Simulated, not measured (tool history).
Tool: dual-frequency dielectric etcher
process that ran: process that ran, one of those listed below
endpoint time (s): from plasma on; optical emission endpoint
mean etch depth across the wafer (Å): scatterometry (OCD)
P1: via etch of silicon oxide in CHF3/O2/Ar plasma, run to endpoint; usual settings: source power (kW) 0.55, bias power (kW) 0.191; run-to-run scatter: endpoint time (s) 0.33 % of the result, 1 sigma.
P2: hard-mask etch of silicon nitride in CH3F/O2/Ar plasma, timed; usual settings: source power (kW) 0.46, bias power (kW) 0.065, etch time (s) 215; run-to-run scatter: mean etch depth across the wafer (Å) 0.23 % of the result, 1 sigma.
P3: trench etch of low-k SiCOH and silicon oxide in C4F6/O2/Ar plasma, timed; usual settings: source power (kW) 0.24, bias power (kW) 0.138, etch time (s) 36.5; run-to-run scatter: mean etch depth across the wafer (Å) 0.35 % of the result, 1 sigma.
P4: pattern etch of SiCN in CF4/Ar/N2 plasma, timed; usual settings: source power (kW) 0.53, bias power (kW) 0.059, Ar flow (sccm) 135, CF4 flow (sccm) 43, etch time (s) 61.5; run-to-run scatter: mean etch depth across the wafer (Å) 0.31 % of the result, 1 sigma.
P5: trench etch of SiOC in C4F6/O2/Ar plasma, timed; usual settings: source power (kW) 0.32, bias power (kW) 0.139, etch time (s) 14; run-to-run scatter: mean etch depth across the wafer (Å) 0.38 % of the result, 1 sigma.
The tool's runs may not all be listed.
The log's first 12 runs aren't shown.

run	hour	process that ran	source power (kW)	bias power (kW)	Ar flow (sccm)	CF4 flow (sccm)	etch time (s)	hours since the last wet clean	hours since the last source power generator calibration	hours since the last bias power generator calibration	endpoint time (s)	mean etch depth across the wafer (Å)
13	74.9	P3	0.24	0.138			36.5	145.8	1449	14.7		886.07
14	82	P2	0.46	0.047			215	152.9	1456.1	21.8		1363.5
15	87.6	P3	0.24	0.138			36.5	158.5	1461.7	27.4		893.53
16	93.7	P1	0.55	0.191				164.6	1467.8	33.5	340.37	
17	97	P1	0.55	0.191				167.9	1471.1	36.8	341.48	
18	101.4	P3	0.24	0.138			52.5	172.3	1475.5	41.2		1275.8
19	107	P3	0.14	0.138			36.5	177.9	1481.1	46.8		720.85
20	110.9	P1	0.55	0.191				181.8	1485	50.7	341.7	
21	116.2	P4	0.53	0.059	135	58	61.5	187.1	1490.3	56		541.24
22	119.6	P1	0.55	0.191				190.5	1493.7	59.4	342.99	
23	124.9	P5	0.32	0.139			14	195.8	1499	64.7		244.84
24	131.4	P4	0.53	0.059	99	43	61.5	202.3	1505.5	71.2		539.39
25	138.4	P2	0.46	0.065			215	209.3	1512.5	78.2		1514.2
26	142	P1	0.7	0.191				212.9	1516.1	81.8	312.76	
27	148.3	P1	0.55	0.191				219.2	1522.4	88.1	341.03	
28	155.4	P5	0.32	0.139			14	226.3	1529.5	95.2		245.84
29	162.7	P1	0.55	0.124				233.6	1536.8	102.5	393.19	
30	168.5	P1	0.73	0.121				239.4	1542.6	108.3	354.64	
31	174.5	P4	0.53	0.035	135	43	61.5	245.4	1548.6	114.3		426.93
32	180.9	P5	0.32	0.139			19.5	251.8	1555	120.7		342.24
33	187.2	P1	0.55	0.191				258.1	1561.3	127	341.18	
34	194.3	P1	0.55	0.191				265.2	1568.4	134.1	344.28	
35	200.1	P1	0.55	0.191				271	1574.2	139.9	345.73	
36	204.2	P1	0.55	0.191				275.1	1578.3	144	346.65	

Forecast run 37:
# hour 205.9: wet clean of the chamber
37	210	P1	0.55	0.191				4.1	1584.1	149.8	?	

{"run 37": {"endpoint time (s)": 345.94}}
